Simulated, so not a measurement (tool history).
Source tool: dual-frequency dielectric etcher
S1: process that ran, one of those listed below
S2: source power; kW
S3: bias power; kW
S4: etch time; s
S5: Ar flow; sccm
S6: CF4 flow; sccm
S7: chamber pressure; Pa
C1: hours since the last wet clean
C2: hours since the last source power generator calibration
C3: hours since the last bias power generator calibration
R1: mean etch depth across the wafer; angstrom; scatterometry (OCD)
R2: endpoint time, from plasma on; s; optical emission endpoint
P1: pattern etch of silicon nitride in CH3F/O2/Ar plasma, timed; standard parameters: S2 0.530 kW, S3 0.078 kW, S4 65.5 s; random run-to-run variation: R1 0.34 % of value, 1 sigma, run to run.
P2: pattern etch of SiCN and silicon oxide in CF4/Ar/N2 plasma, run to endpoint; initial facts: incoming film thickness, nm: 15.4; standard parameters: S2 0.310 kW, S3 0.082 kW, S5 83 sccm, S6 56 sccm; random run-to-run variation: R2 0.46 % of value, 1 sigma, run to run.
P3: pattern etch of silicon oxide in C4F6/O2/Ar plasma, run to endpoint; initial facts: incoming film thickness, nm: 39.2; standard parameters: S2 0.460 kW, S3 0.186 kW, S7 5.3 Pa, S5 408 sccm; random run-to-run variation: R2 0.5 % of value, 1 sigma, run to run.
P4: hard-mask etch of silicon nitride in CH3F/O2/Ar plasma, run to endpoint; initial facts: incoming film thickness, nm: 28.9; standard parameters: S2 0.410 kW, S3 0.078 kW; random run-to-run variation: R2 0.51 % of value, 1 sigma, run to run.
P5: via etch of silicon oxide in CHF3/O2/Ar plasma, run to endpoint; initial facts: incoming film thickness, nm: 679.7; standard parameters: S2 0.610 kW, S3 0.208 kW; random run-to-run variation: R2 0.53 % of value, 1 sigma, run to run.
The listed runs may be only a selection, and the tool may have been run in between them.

| run | day | S1 | S2 | S3 | S4 | S5 | S6 | S7 | C1 | C2 | C3 | R1 | R2 |
|---|---|---|---|---|---|---|---|---|---|---|---|---|---|
| 1 | 0.146 | P1 | 0.530 | 0.078 | 65.5 |  |  |  | 315.5 | 636.6 | 3231.1 | 516.64 |  |
| 2 | 0.312 | P1 | 0.530 | 0.109 | 65.5 |  |  |  | 319.5 | 640.6 | 3235.1 | 583.49 |  |
| 3 | 0.525 | P1 | 0.640 | 0.063 | 65.5 |  |  |  | 324.6 | 645.7 | 3240.2 | 517.82 |  |
| 4 | 0.729 | P5 | 0.610 | 0.208 |  |  |  |  | 329.5 | 650.6 | 3245.1 |  | 326.740 |
| 5 | 0.871 | P1 | 0.530 | 0.078 | 65.5 |  |  |  | 332.9 | 654.0 | 3248.5 | 517.93 |  |
| 6 | 1.004 | P5 | 0.610 | 0.273 |  |  |  |  | 336.1 | 657.2 | 3251.7 |  | 293.420 |
| 7 | 1.154 | P2 | 0.310 | 0.082 |  | 83 | 72 |  | 339.7 | 660.8 | 3255.3 |  | 23.456 |
| 8 | 1.262 | P3 | 0.460 | 0.186 |  | 408 |  | 4.1 | 342.3 | 663.4 | 3257.9 |  | 12.164 |
| 9 | 1.429 | P1 | 0.530 | 0.078 | 65.5 |  |  |  | 346.3 | 667.4 | 3261.9 | 517.68 |  |
| 10 | 1.583 | P5 | 0.790 | 0.208 |  |  |  |  | 350.0 | 671.1 | 3265.6 |  | 295.190 |
| 11 | 1.708 | P2 | 0.310 | 0.082 |  | 54 | 56 |  | 353.0 | 674.1 | 3268.6 |  | 23.016 |
| 12 | 1.875 | P1 | 0.530 | 0.061 | 65.5 |  |  |  | 357.0 | 678.1 | 3272.6 | 474.87 |  |
| 13 | 2.025 | P4 | 0.580 | 0.078 |  |  |  |  | 360.6 | 681.7 | 3276.2 |  | 35.231 |
| 14 | 2.233 | P3 | 0.460 | 0.186 |  | 408 |  | 5.3 | 365.6 | 686.7 | 3281.2 |  | 12.567 |
| 15 | 2.412 | P3 | 0.460 | 0.186 |  | 408 |  | 5.3 | 369.9 | 691.0 | 3285.5 |  | 12.594 |
| 16 | 2.533 | P1 | 0.530 | 0.078 | 84.5 |  |  |  | 372.8 | 693.9 | 3288.4 | 668.21 |  |
| 17 | 2.729 | P3 | 0.460 | 0.234 |  | 408 |  | 5.3 | 377.5 | 698.6 | 3293.1 |  | 11.704 |
| 18 | 2.838 | P1 | 0.530 | 0.078 | 43.0 |  |  |  | 380.1 | 701.2 | 3295.7 | 340.73 |  |
| 19 | 3.008 | P1 | 0.750 | 0.078 | 65.5 |  |  |  | 384.2 | 705.3 | 3299.8 | 592.06 |  |
| 20 | 3.179 | P1 | 0.530 | 0.078 | 65.5 |  |  |  | 388.3 | 709.4 | 3303.9 | 517.28 |  |
| 21 | 3.271 | P2 | 0.310 | 0.108 |  | 83 | 56 |  | 390.5 | 711.6 | 3306.1 |  | 22.039 |
| 22 | 3.412 | P4 | 0.410 | 0.097 |  |  |  |  | 393.9 | 715.0 | 3309.5 |  | 37.745 |
| 23 | 3.617 | P2 | 0.310 | 0.082 |  | 83 | 56 |  | 398.8 | 719.9 | 3314.4 |  | 24.301 |
| 24 | 3.771 | P2 | 0.210 | 0.082 |  | 83 | 56 |  | 402.5 | 723.6 | 3318.1 |  | 33.945 |
| 25 | 3.908 | P3 | 0.460 | 0.186 |  | 490 |  | 5.3 | 405.8 | 726.9 | 3321.4 |  | 12.936 |
| 26 | 4.104 | P1 | 0.530 | 0.078 | 65.5 |  |  |  | 410.5 | 731.6 | 3326.1 | 517.20 |  |
| 27 | 4.221 | P1 | 0.400 | 0.078 | 65.5 |  |  |  | 413.3 | 734.4 | 3328.9 | 464.29 |  |
| 28 | 4.371 | P3 | 0.350 | 0.186 |  | 408 |  | 5.3 | 416.9 | 738.0 | 3332.5 |  | 14.114 |
| 29 | 4.508 | P1 | 0.630 | 0.060 | 65.5 |  |  |  | 420.2 | 741.3 | 3335.8 | 506.77 |  |
| 30 | 4.625 | P1 | 0.530 | 0.078 | 65.5 |  |  |  | 423.0 | 744.1 | 3338.6 | 516.08 |  |
| 31 | 4.758 | P4 | 0.410 | 0.078 |  |  |  |  | 426.2 | 747.3 | 3341.8 |  | 40.140 |
| 32 | 4.917 | P1 | 0.530 | 0.078 | 65.5 |  |  |  | 430.0 | 751.1 | 3345.6 | 520.03 |  |
| 33 | 5.012 | P1 | 0.530 | 0.078 | 65.5 |  |  |  | 432.3 | 753.4 | 3347.9 | 516.99 |  |
| 34 | 5.208 | P1 | 0.530 | 0.078 | 65.5 |  |  |  | 437.0 | 758.1 | 3352.6 | 509.08 |  |
| 35 | 5.379 | P1 | 0.530 | 0.078 | 65.5 |  |  |  | 441.1 | 762.2 | 3356.7 | 510.12 |  |
| 36 | 5.500 | P1 | 0.530 | 0.078 | 65.5 |  |  |  | 444.0 | 765.1 | 3359.6 | 508.02 |  |
| 37 | 5.625 | P1 | 0.530 | 0.078 | 65.5 |  |  |  | 447.0 | 768.1 | 3362.6 | 508.79 |  |
| 38 | 5.721 | P1 | 0.530 | 0.078 | 65.5 |  |  |  | 449.3 | 770.4 | 3364.9 | 507.39 |  |
| 39 | 5.883 | P1 | 0.530 | 0.078 | 65.5 |  |  |  | 453.2 | 774.3 | 3368.8 | 510.74 |  |
|  | 5.942 | wet clean of the chamber |
| 40 | 6.000 | P1 | 0.530 | 0.078 | 65.5 |  |  |  | 1.5 | 777.1 | 3371.6 | 506.90 |  |
| 41 | 6.142 | P1 | 0.530 | 0.078 | 65.5 |  |  |  | 4.9 | 780.5 | 3375.0 | 509.00 |  |
| 42 | 6.350 | P1 | 0.530 | 0.078 | 65.5 |  |  |  | 9.9 | 785.5 | 3380.0 | 508.22 |  |

What P1 gives has crept away from where it was. These 2 causes fit the log equally well, each at the size given:
A: bias power that arrives under what is set, % = 4.85
B: source power that arrives under what is set, % = 4.35
The onset of the drift is placed at about day 5.012.
Why every other cause is out:
chamber walls in a state that lowers the etch rate, %: serviced at day 5.942, after the change had begun; the process did not return to its earlier output

Which of the 4 check runs listed below, each an average over 3 wafers with its results shown as question marks, gives clearly different results under the different listed causes?
| check 1 | 6.558 | P5 | 0.610 | 0.208 |  |  |  |  |  |  |  |  | ? |
| check 2 | 6.558 | P2 | 0.310 | 0.082 |  | 83 | 56 |  |  |  |  |  | ? |
| check 3 | 6.558 | P4 | 0.410 | 0.078 |  |  |  |  |  |  |  |  | ? |
| check 4 | 6.558 | P3 | 0.460 | 0.186 |  | 408 |  | 5.3 |  |  |  |  | ? |

How each check would come out, cause by cause:
| check | result | if A | if B |
|---|---|---|---|
| check 1 | R2 | 330.010 | 329.940 |
| check 2 | R2 | 24.721 | 25.253 |
| check 3 | R2 | 41.064 | 41.046 |
| check 4 | R2 | 12.842 | 12.865 |
Distance between the nearest two causes, measured in the result of the check that separates them most: check 1 0.02 %; check 2 2.13 %; check 3 0.04 %; check 4 0.18 %
Only check 2 tells the causes apart: in the others they would give nearly the same result.

Check 2 has now been run. It gave: R2 25.299 s. Which of the candidate causes is it?

B is the cause: source power that arrives under what is set, %.

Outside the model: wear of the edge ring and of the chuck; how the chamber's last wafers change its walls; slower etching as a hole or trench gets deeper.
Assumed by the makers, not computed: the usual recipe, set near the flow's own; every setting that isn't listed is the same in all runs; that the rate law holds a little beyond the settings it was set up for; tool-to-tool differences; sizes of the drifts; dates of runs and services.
